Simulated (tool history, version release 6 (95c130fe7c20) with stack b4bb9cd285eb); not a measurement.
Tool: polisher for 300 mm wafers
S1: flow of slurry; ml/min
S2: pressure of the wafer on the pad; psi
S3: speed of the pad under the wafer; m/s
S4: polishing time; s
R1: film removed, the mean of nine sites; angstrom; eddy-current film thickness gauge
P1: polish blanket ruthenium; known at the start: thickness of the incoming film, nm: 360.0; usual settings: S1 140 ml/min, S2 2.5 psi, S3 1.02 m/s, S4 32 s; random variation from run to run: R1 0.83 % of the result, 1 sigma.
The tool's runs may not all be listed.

| run | hour | S1 | S2 | S3 | S4 | R1 |
|---|---|---|---|---|---|---|
| 1 | 11.6 | 140 | 2.5 | 1.02 | 32 | 451.13 |
| 2 | 21.0 | 185 | 2.5 | 1.02 | 32 | 467.89 |
| 3 | 31.1 | 140 | 2.5 | 1.02 | 18 | 256.22 |
| 4 | 37.6 | 140 | 2.5 | 1.02 | 32 | 451.71 |
| 5 | 48.2 | 85 | 2.5 | 1.02 | 41 | 518.95 |
| 6 | 60.0 | 140 | 1.5 | 1.02 | 48 | 402.40 |
| 7 | 67.9 | 140 | 2.5 | 1.34 | 32 | 585.98 |
| 8 | 76.8 | 140 | 1.1 | 1.02 | 32 | 199.50 |
| 9 | 84.7 | 140 | 3.9 | 1.02 | 32 | 696.23 |
| 10 | 96.1 | 140 | 2.5 | 1.02 | 41 | 574.48 |
| 11 | 110.7 | 140 | 2.5 | 1.02 | 32 | 450.45 |
| 12 | 119.9 | 140 | 2.5 | 1.02 | 32 | 447.24 |

Forecast run 13:
| 13 | 134.2 | 85 | 2.5 | 1.02 | 32 | ? |

Run 13 gave R1 406.84 angstrom.

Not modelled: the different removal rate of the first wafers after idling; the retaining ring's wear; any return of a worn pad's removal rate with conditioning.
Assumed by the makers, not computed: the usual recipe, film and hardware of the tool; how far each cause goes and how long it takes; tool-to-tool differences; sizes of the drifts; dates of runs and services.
